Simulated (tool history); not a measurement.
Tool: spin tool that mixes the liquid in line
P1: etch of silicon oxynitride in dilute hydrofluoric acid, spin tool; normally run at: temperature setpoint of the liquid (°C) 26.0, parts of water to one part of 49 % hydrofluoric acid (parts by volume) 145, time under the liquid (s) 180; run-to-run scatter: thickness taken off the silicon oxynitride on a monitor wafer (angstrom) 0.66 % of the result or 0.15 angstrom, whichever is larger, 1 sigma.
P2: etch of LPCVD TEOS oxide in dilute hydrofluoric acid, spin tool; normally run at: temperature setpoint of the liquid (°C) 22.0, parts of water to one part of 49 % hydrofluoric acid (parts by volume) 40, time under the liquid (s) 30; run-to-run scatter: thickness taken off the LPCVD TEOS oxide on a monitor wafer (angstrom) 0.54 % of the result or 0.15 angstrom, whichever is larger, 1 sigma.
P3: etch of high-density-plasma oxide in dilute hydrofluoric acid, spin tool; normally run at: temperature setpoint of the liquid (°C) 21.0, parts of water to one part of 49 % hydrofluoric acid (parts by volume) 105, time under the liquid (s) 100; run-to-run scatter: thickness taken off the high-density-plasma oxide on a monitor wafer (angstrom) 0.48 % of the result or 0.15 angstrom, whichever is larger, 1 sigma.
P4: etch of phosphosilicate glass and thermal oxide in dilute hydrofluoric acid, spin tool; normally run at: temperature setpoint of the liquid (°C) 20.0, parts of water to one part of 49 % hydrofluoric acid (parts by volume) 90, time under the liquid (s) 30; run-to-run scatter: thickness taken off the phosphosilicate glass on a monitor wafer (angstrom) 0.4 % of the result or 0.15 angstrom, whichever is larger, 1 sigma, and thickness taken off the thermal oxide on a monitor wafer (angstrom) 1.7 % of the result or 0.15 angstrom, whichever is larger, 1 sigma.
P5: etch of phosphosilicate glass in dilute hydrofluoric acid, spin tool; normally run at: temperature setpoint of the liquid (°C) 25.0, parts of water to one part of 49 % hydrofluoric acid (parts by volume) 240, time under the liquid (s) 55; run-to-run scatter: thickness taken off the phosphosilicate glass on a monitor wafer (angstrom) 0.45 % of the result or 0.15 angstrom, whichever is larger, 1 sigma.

run,hour,process that ran,temperature setpoint of the liquid (°C),parts of water to one part of 49 % hydrofluoric acid (parts by volume),time under the liquid (s),hours since the thermometer was replaced,hours since the hydrofluoric acid flow meter was replaced,thickness taken off the silicon oxynitride on a monitor wafer (angstrom),thickness taken off the phosphosilicate glass on a monitor wafer (angstrom),thickness taken off the thermal oxide on a monitor wafer (angstrom),thickness taken off the LPCVD TEOS oxide on a monitor wafer (angstrom),thickness taken off the high-density-plasma oxide on a monitor wafer (angstrom)
1,5.0,P1,26.0,145,180,424.1,581.4,40.7870,,,,
2,9.1,P4,20.0,90,30,428.2,585.5,,335.060,12.910,,
3,13.0,P1,21.5,145,270,432.1,589.4,50.4970,,,,
4,16.4,P1,26.0,145,180,435.5,592.8,41.6390,,,,
5,20.2,P1,26.0,145,180,439.3,596.6,41.0750,,,,
6,25.4,P4,20.0,90,60,444.5,601.8,,673.160,26.399,,
7,28.0,P2,26.5,40,30,447.1,604.4,,,,237.65,
8,31.9,P1,26.0,145,295,451.0,608.3,67.9730,,,,
9,34.8,P4,25.5,90,30,453.9,611.2,,417.080,16.677,,
10,38.6,P5,32.0,240,55,457.7,615.0,,171.490,,,
11,42.4,P2,22.0,40,30,461.5,618.8,,,,197.87,
12,47.5,P1,26.0,145,180,466.6,623.9,41.2000,,,,
13,52.6,P2,22.0,40,55,471.7,629.0,,,,361.14,
14,57.4,P3,21.0,105,100,476.5,633.8,,,,,48.872
15,63.0,P1,32.0,210,180,482.1,639.4,34.7500,,,,
16,68.5,P3,21.0,105,100,487.6,644.9,,,,,48.850
17,72.1,P3,21.0,25,100,491.2,648.5,,,,,227.540
18,76.2,P4,20.0,20,30,495.3,652.6,,1638.000,65.300,,
19,80.6,P1,26.0,145,20,499.7,657.0,4.7707,,,,
20,83.7,P1,26.0,35,180,502.8,660.1,191.3100,,,,
21,88.0,P5,25.0,240,15,507.1,664.4,,36.995,,,
22,90.6,P1,19.0,145,180,509.7,667.0,29.4510,,,,
23,94.4,P5,25.0,240,55,513.5,670.8,,135.180,,,
24,97.9,P1,26.0,145,180,517.0,674.3,41.4730,,,,
25,101.0,P1,31.0,145,180,520.1,677.4,51.8050,,,,
26,103.8,P2,22.0,40,30,522.9,680.2,,,,196.65,
27,106.8,P1,26.0,145,180,525.9,683.2,41.3410,,,,
28,109.7,P1,26.0,225,180,528.8,686.1,25.2680,,,,
29,113.9,P2,22.0,20,30,533.0,690.3,,,,409.09,
30,117.1,P5,25.0,240,55,536.2,693.5,,134.650,,,
31,120.1,P4,20.0,90,30,539.2,696.5,,334.260,13.172,,
32,123.7,P5,25.0,410,55,542.8,700.1,,67.130,,,
33,126.5,P3,28.5,105,100,545.6,702.9,,,,,66.642
34,131.0,P3,21.0,105,55,550.1,707.4,,,,,26.970
35,133.7,P1,26.0,145,180,552.8,710.1,41.4100,,,,
36,138.6,P1,26.0,145,180,557.7,715.0,42.9660,,,,
37,141.6,P1,26.0,145,180,560.7,718.0,44.0730,,,,
38,146.4,P1,26.0,145,180,565.5,722.8,44.7280,,,,
39,149.5,P1,26.0,145,180,568.6,725.9,45.3010,,,,
40,152.5,P1,26.0,145,180,571.6,728.9,44.9030,,,,
41,156.6,P1,26.0,145,180,575.7,733.0,45.4230,,,,
42,160.3,P1,26.0,145,180,579.4,736.7,45.6660,,,,
43,163.2,P1,26.0,145,180,582.3,739.6,46.0230,,,,
44,168.1,P1,26.0,145,180,587.2,744.5,46.4380,,,,

What P1 gives has crept away from where it was. These 2 causes fit the log equally well, each at the size given:
A: hydrofluoric acid flow above the setpoint (%) = 10.1
B: liquid hotter than its thermometer reads (K) = 2.41
The creep began at about hour 133.7.

4 check runs are offered, one wafer each, their results left as question marks. Which one tells the causes apart?
check 1,173.0,P4,20.0,20,30,,,,?,?,,
check 2,173.0,P3,28.0,25,100,,,,,,,?
check 3,173.0,P5,25.0,350,35,,,,?,,,
check 4,173.0,P2,22.0,20,55,,,,,,?,

What each check would give under each cause:
check,result,if A,if B
check 1,thickness taken off the phosphosilicate glass on a monitor wafer (angstrom),1806.100,1816.300
check 1,thickness taken off the thermal oxide on a monitor wafer (angstrom),71.111,71.513
check 2,thickness taken off the high-density-plasma oxide on a monitor wafer (angstrom),336.500,335.830
check 3,thickness taken off the phosphosilicate glass on a monitor wafer (angstrom),59.764,56.954
check 4,thickness taken off the LPCVD TEOS oxide on a monitor wafer (angstrom),819.96,823.26
How far apart the two closest causes lie, in the result that separates them most: check 1 0.56 %; check 2 0.2 %; check 3 4.82 %; check 4 0.4 %
Check 3 tells the causes apart: in the others they would give nearly the same result.

Then check 3 was run and gave: thickness taken off the phosphosilicate glass on a monitor wafer (angstrom) 57.206. Which cause is it?

It is B: liquid hotter than its thermometer reads (K).
